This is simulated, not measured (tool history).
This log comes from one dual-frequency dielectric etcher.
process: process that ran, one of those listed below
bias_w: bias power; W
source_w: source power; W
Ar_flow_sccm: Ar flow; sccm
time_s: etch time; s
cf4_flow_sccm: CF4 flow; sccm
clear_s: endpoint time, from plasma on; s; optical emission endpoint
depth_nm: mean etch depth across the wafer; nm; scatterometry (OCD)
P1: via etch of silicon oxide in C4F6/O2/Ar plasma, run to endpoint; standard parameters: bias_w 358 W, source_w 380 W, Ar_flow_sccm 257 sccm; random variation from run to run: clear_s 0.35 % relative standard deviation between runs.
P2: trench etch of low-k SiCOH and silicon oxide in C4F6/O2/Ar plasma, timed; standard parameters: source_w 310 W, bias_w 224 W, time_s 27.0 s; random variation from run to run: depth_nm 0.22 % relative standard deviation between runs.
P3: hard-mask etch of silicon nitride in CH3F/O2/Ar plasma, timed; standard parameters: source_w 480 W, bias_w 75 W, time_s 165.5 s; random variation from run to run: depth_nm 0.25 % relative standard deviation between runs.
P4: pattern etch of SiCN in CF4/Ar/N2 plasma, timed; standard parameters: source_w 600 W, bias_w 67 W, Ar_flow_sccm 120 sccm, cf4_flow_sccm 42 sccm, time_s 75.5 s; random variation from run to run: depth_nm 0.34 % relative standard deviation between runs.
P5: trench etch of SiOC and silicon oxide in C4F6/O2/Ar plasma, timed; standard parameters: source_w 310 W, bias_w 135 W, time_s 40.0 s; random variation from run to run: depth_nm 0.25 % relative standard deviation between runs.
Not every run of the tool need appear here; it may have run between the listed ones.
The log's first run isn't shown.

run,hour,process,bias_w,source_w,Ar_flow_sccm,time_s,cf4_flow_sccm,hours since the last wet clean,hours since the last bias power generator calibration,hours since the last source power generator calibration,hours since the last Ar flow controller change,clear_s,depth_nm
2,19.7,P5,185,310,,40.0,,388.7,1106.8,1743.3,3935.9,,70.429
3,30.8,P4,67,600,120,75.5,42,399.8,1117.9,1754.4,3947.0,,71.180
4,41.9,P2,224,180,,27.0,,410.9,1129.0,1765.5,3958.1,,66.914
5,51.9,P1,358,380,311,,,420.9,1139.0,1775.5,3968.1,24.912,
6,64.5,P1,358,380,257,,,433.5,1151.6,1788.1,3980.7,24.401,
7,72.7,P4,85,600,120,75.5,42,441.7,1159.8,1796.3,3988.9,,78.374
8,83.0,P1,358,530,257,,,452.0,1170.1,1806.6,3999.2,21.425,
9,94.5,P1,358,250,310,,,463.5,1181.6,1818.1,4010.7,29.243,
10,108.8,P4,67,600,120,75.5,42,477.8,1195.9,1832.4,4025.0,,70.918
# hour 112.5: bias power generator calibrated
11,120.7,P1,358,230,257,,,489.7,8.3,1844.3,4036.9,29.380,
12,132.2,P1,358,290,348,,,501.2,19.8,1855.8,4048.4,27.958,
# hour 140.7: Ar flow controller replaced
13,143.1,P5,135,310,,40.0,,512.1,30.7,1866.7,2.5,,63.762
14,150.6,P2,224,310,,35.5,,519.6,38.2,1874.2,10.0,,108.510
15,161.9,P3,75,480,,165.5,,530.9,49.5,1885.5,21.3,,126.840
16,170.8,P4,67,600,165,75.5,42,539.8,58.4,1894.4,30.2,,67.481
17,177.8,P1,236,380,257,,,546.8,65.4,1901.4,37.2,28.200,
18,187.1,P2,224,310,,27.0,,556.1,74.7,1910.7,46.5,,82.578
19,200.4,P1,358,380,257,,,569.4,88.0,1924.0,59.8,24.350,
20,210.0,P5,135,310,,51.5,,579.0,97.6,1933.6,69.4,,82.209
21,218.3,P4,67,600,120,107.0,42,587.3,105.9,1941.9,77.7,,101.100
22,230.0,P2,149,310,,27.0,,599.0,117.6,1953.6,89.4,,72.169
23,240.9,P4,67,600,120,75.5,55,609.9,128.5,1964.5,100.3,,74.875
24,254.7,P5,135,200,,40.0,,623.7,142.3,1978.3,114.1,,53.816

For run 25, what comes out?
25,267.9,P3,90,480,,165.5,,636.9,155.5,1991.5,127.3,,?

Run 25 produced depth_nm 134.530 nm.

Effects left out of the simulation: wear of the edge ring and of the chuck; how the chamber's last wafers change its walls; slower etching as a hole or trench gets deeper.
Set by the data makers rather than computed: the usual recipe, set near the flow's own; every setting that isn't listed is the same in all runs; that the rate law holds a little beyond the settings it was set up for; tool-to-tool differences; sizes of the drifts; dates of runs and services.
